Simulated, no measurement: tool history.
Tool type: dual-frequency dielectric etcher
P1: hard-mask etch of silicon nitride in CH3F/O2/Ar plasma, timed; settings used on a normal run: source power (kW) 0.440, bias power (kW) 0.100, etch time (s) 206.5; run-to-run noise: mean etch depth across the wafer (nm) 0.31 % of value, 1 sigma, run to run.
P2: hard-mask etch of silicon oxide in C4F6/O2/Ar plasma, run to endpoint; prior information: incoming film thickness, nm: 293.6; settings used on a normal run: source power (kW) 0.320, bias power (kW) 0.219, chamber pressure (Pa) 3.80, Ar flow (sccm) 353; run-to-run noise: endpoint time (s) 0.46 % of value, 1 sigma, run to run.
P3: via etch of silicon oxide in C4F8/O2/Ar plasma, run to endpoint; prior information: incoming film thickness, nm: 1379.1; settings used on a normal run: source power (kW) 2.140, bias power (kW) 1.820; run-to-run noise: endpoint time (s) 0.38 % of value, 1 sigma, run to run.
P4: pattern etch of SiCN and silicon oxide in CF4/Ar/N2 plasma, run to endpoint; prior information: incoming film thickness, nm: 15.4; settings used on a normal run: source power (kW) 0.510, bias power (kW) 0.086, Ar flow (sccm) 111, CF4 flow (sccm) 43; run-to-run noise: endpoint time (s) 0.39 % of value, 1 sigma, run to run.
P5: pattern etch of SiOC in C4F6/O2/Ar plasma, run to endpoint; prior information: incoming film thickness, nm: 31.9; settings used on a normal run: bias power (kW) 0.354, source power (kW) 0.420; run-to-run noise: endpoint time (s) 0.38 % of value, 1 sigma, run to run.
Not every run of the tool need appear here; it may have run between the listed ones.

| run | day | process that ran | source power (kW) | bias power (kW) | etch time (s) | chamber pressure (Pa) | Ar flow (sccm) | CF4 flow (sccm) | hours since the last wet clean | hours since the last source power generator calibration | hours since the last bias power generator calibration | mean etch depth across the wafer (nm) | endpoint time (s) |
|---|---|---|---|---|---|---|---|---|---|---|---|---|---|
| 1 | 0.471 | P1 | 0.440 | 0.100 | 206.5 |  |  |  | 385.8 | 525.5 | 2286.6 | 170.02 |  |
| 2 | 0.996 | P2 | 0.320 | 0.219 |  | 3.80 | 353 |  | 398.4 | 538.1 | 2299.2 |  | 98.755 |
| 3 | 1.529 | P3 | 2.140 | 1.820 |  |  |  |  | 411.2 | 550.9 | 2312.0 |  | 271.760 |
| 4 | 2.017 | P4 | 0.510 | 0.086 |  |  | 111 | 54 | 422.9 | 562.6 | 2323.7 |  | 15.767 |
| 5 | 2.454 | P1 | 0.540 | 0.127 | 206.5 |  |  |  | 433.4 | 573.1 | 2334.2 | 202.74 |  |
| 6 | 2.925 | P1 | 0.340 | 0.133 | 206.5 |  |  |  | 444.7 | 584.4 | 2345.5 | 171.87 |  |
| 7 | 3.454 | P5 | 0.420 | 0.354 |  |  |  |  | 457.4 | 597.1 | 2358.2 |  | 11.982 |
| 8 | 3.846 | P2 | 0.320 | 0.219 |  | 3.80 | 353 |  | 466.8 | 606.5 | 2367.6 |  | 98.160 |
| 9 | 4.254 | P1 | 0.440 | 0.100 | 274.0 |  |  |  | 476.6 | 616.3 | 2377.4 | 227.36 |  |
| 10 | 4.762 | P3 | 1.520 | 1.820 |  |  |  |  | 488.8 | 628.5 | 2389.6 |  | 312.460 |
| 11 | 5.017 | P2 | 0.320 | 0.143 |  | 3.80 | 353 |  | 494.9 | 634.6 | 2395.7 |  | 113.410 |
| 12 | 5.446 | P1 | 0.350 | 0.100 | 206.5 |  |  |  | 505.2 | 644.9 | 2406.0 | 156.96 |  |
| 13 | 6.008 | P4 | 0.510 | 0.112 |  |  | 111 | 43 | 518.7 | 658.4 | 2419.5 |  | 14.733 |
| 14 | 6.317 | P2 | 0.320 | 0.219 |  | 3.80 | 245 |  | 526.1 | 665.8 | 2426.9 |  | 94.710 |
| 15 | 6.771 | P1 | 0.440 | 0.100 | 206.5 |  |  |  | 537.0 | 676.7 | 2437.8 | 171.91 |  |
|  | 6.933 | source power generator calibrated |
| 16 | 7.092 | P2 | 0.320 | 0.219 |  | 4.60 | 353 |  | 544.7 | 3.9 | 2445.5 |  | 101.210 |
| 17 | 7.483 | P4 | 0.370 | 0.086 |  |  | 111 | 43 | 554.1 | 13.3 | 2454.9 |  | 21.704 |
|  | 7.600 | wet clean of the chamber |
| 18 | 7.846 | P1 | 0.440 | 0.079 | 206.5 |  |  |  | 6.0 | 22.0 | 2463.6 | 157.12 |  |
| 19 | 8.312 | P2 | 0.400 | 0.219 |  | 3.80 | 353 |  | 17.2 | 33.2 | 2474.8 |  | 90.903 |
| 20 | 8.888 | P4 | 0.510 | 0.086 |  |  | 90 | 43 | 31.0 | 47.0 | 2488.6 |  | 15.766 |
| 21 | 9.371 | P5 | 0.420 | 0.354 |  |  |  |  | 42.6 | 58.6 | 2500.2 |  | 12.019 |
| 22 | 9.812 | P1 | 0.440 | 0.100 | 206.5 |  |  |  | 53.2 | 69.2 | 2510.8 | 169.90 |  |
| 23 | 10.092 | P5 | 0.560 | 0.354 |  |  |  |  | 59.9 | 75.9 | 2517.5 |  | 10.758 |
| 24 | 10.392 | P1 | 0.320 | 0.118 | 206.5 |  |  |  | 67.1 | 83.1 | 2524.7 | 162.78 |  |
| 25 | 10.879 | P3 | 2.140 | 1.820 |  |  |  |  | 78.8 | 94.8 | 2536.4 |  | 272.110 |
| 26 | 11.321 | P1 | 0.440 | 0.136 | 206.5 |  |  |  | 89.4 | 105.4 | 2547.0 | 191.80 |  |
| 27 | 11.696 | P3 | 2.140 | 2.248 |  |  |  |  | 98.4 | 114.4 | 2556.0 |  | 257.370 |
| 28 | 12.200 | P4 | 0.510 | 0.086 |  |  | 111 | 43 | 110.5 | 126.5 | 2568.1 |  | 16.505 |
| 29 | 12.654 | P4 | 0.510 | 0.086 |  |  | 111 | 43 | 121.4 | 137.4 | 2579.0 |  | 16.347 |
| 30 | 12.946 | P1 | 0.440 | 0.100 | 160.0 |  |  |  | 128.4 | 144.4 | 2586.0 | 131.70 |  |
| 31 | 13.525 | P5 | 0.420 | 0.210 |  |  |  |  | 142.3 | 158.3 | 2599.9 |  | 14.332 |
| 32 | 13.996 | P1 | 0.440 | 0.100 | 206.5 |  |  |  | 153.6 | 169.6 | 2611.2 | 170.67 |  |
| 33 | 14.575 | P1 | 0.560 | 0.100 | 206.5 |  |  |  | 167.5 | 183.5 | 2625.1 | 187.80 |  |
| 34 | 15.079 | P1 | 0.440 | 0.100 | 206.5 |  |  |  | 179.6 | 195.6 | 2637.2 | 171.36 |  |
| 35 | 15.529 | P1 | 0.440 | 0.100 | 206.5 |  |  |  | 190.4 | 206.4 | 2648.0 | 171.07 |  |
| 36 | 16.033 | P1 | 0.440 | 0.100 | 206.5 |  |  |  | 202.5 | 218.5 | 2660.1 | 168.97 |  |
| 37 | 16.383 | P1 | 0.440 | 0.100 | 206.5 |  |  |  | 210.9 | 226.9 | 2668.5 | 169.43 |  |
| 38 | 16.750 | P1 | 0.440 | 0.100 | 206.5 |  |  |  | 219.7 | 235.7 | 2677.3 | 168.45 |  |
|  | 16.933 | wet clean of the chamber |
| 39 | 17.175 | P1 | 0.440 | 0.100 | 206.5 |  |  |  | 5.9 | 245.9 | 2687.5 | 167.88 |  |
| 40 | 17.612 | P1 | 0.440 | 0.100 | 206.5 |  |  |  | 16.4 | 256.4 | 2698.0 | 167.99 |  |
| 41 | 17.921 | P1 | 0.440 | 0.100 | 206.5 |  |  |  | 23.8 | 263.8 | 2705.4 | 169.39 |  |
| 42 | 18.175 | P1 | 0.440 | 0.100 | 206.5 |  |  |  | 29.9 | 269.9 | 2711.5 | 167.85 |  |

What P1 gives has crept away from where it was. These 2 causes fit the log equally well, each at the size given:
A: source power that arrives under what is set, % = 4.09
B: bias power that arrives under what is set, % = 4.19
The onset of the drift is placed at about day 15.529.
The rest of the possible causes, and what rules out each one:
chamber walls in a state that lowers the etch rate, %: serviced at day 16.933, which brought nothing back

4 check runs are offered, each on 2 wafers whose results are averaged, their results left as question marks. Which one tells the causes apart?
| check 1 | 18.429 | P4 | 0.510 | 0.086 |  |  | 111 | 43 |  |  |  |  | ? |
| check 2 | 18.429 | P3 | 2.140 | 1.820 |  |  |  |  |  |  |  |  | ? |
| check 3 | 18.429 | P2 | 0.320 | 0.219 |  | 3.80 | 353 |  |  |  |  |  | ? |
| check 4 | 18.429 | P5 | 0.420 | 0.354 |  |  |  |  |  |  |  |  | ? |

If the cause were each of the candidates in turn, the checks would give the following:
| check | result | if A | if B |
|---|---|---|---|
| check 1 | endpoint time (s) | 17.001 | 16.663 |
| check 2 | endpoint time (s) | 275.890 | 274.540 |
| check 3 | endpoint time (s) | 100.340 | 100.170 |
| check 4 | endpoint time (s) | 12.151 | 12.144 |
Minimum pairwise separation of causes per check, each pair taken at its best-separating result: check 1 2 %; check 2 0.49 %; check 3 0.18 %; check 4 0.06 %
The other checks would show nearly matching results whichever cause is true, so check 1 is the only one that separates the causes.

Check 1 was then run and gave: endpoint time (s) 16.617. Which cause is it?

The correct cause is B, namely: bias power that arrives under what is set, %.
